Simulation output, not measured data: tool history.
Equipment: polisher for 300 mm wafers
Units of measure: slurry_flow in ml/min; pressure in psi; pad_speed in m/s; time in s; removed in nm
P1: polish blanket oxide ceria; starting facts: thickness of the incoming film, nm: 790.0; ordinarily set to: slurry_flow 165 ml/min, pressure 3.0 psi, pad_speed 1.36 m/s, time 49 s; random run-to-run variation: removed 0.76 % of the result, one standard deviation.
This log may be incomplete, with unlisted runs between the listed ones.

run   hour  slurry_flow  pressure  pad_speed  time  wafers polished on this pad  hours since the slurry nozzle was cleaned  hours since the head pressure was calibrated  removed
  1   15.9          165       3.0       1.36    49                          309                                      200.2                                         242.9   318.65
  2   31.1          165       3.0       2.16    49                          460                                      215.4                                         258.1   512.82
  3   42.8          165       3.0       1.36    49                          577                                      227.1                                         269.8   323.35
  4   53.2          205       3.0       1.36    36                          680                                      237.5                                         280.2   246.90
  5   64.3          165       3.0       1.36    49                          791                                      248.6                                         291.3   324.82
  6   75.4          100       3.0       1.36    49                          901                                      259.7                                         302.4   293.70
  7   84.8          165       4.3       1.68    49                          995                                      269.1                                         311.8   564.28
  8   97.2          165       3.0       0.62    49                         1119                                      281.5                                         324.2   147.06
  9  109.7          215       3.0       1.36    49                         1243                                      294.0                                         336.7   335.71
 10  123.8          165       1.4       1.36    49                         1384                                      308.1                                         350.8   150.26
 11  135.9          165       3.0       1.36    68                         1504                                      320.2                                         362.9   448.09
 12  143.8          165       3.0       1.36    49                         1583                                      328.1                                         370.8   319.87
     149.3  -- head pressure recalibrated
 13  156.5          165       4.1       1.36    49                         1709                                      340.8                                           7.3   443.93
 14  172.2          165       3.0       1.36    22                         1866                                      356.5                                          23.0   144.60
 15  183.1          165       3.0       1.36    49                         1974                                      367.4                                          33.9   320.49
 16  198.5          165       3.0       1.36    49                         2128                                      382.8                                          49.3   314.00
 17  208.2          165       3.0       1.36    49                         2224                                      392.5                                          59.0   314.19
     212.8  -- worn pad replaced by a new one
 18  221.2          165       3.0       1.36    49                           84                                      405.5                                          72.0   306.06
 19  236.3          165       3.0       1.36    49                          234                                      420.6                                          87.1   308.01
 20  246.8          165       3.0       1.36    49                          339                                      431.1                                          97.6   303.24
 21  263.3          165       3.0       1.36    49                          503                                      447.6                                         114.1   300.76

The output of P1 has drifted from where it used to be. Each of the 2 causes below, taken at the size shown beside it, accounts for the log equally well:
A: head's pressure below its setpoint, % = 5.56
B: slurry flow missing at the pad, % = 26.8
Creep in the process output first set in at about hour 183.1.
Each remaining cause and why it is not a fit:
removal rate lost through wear of the pad, %: serviced at hour 212.8, after the change had begun; the process did not return to its earlier output

Consider the 4 check runs below, whose results appear as question marks and each of which averages 3 wafers. Which one distinguishes the causes, in that each cause would give it a clearly different result?
check 1  279.8          100       3.0       1.36    37                                                                                                                              ?
check 2  279.8          165       3.0       1.92    49                                                                                                                              ?
check 3  279.8          165       2.0       1.36    49                                                                                                                              ?
check 4  279.8          165       2.2       0.62    49                                                                                                                              ?

If the cause were each of the candidates in turn, the checks would give the following:
  check   result    if A    if B
check 1  removed  208.14  201.50
check 2  removed  430.45  430.38
check 3  removed  203.27  203.23
check 4  removed  101.93  101.92
Distance between the nearest two causes, measured in the result of the check that separates them most: check 1 3.24 %; check 2 0.02 %; check 3 0.02 %; check 4 0.02 %
The causes can be told apart only by check 1. The other checks would give nearly the same results under each of them.

Running check 1 produced the following: removed 208.10 nm. Which one of the listed causes fits?

A is the cause: head's pressure below its setpoint, %.
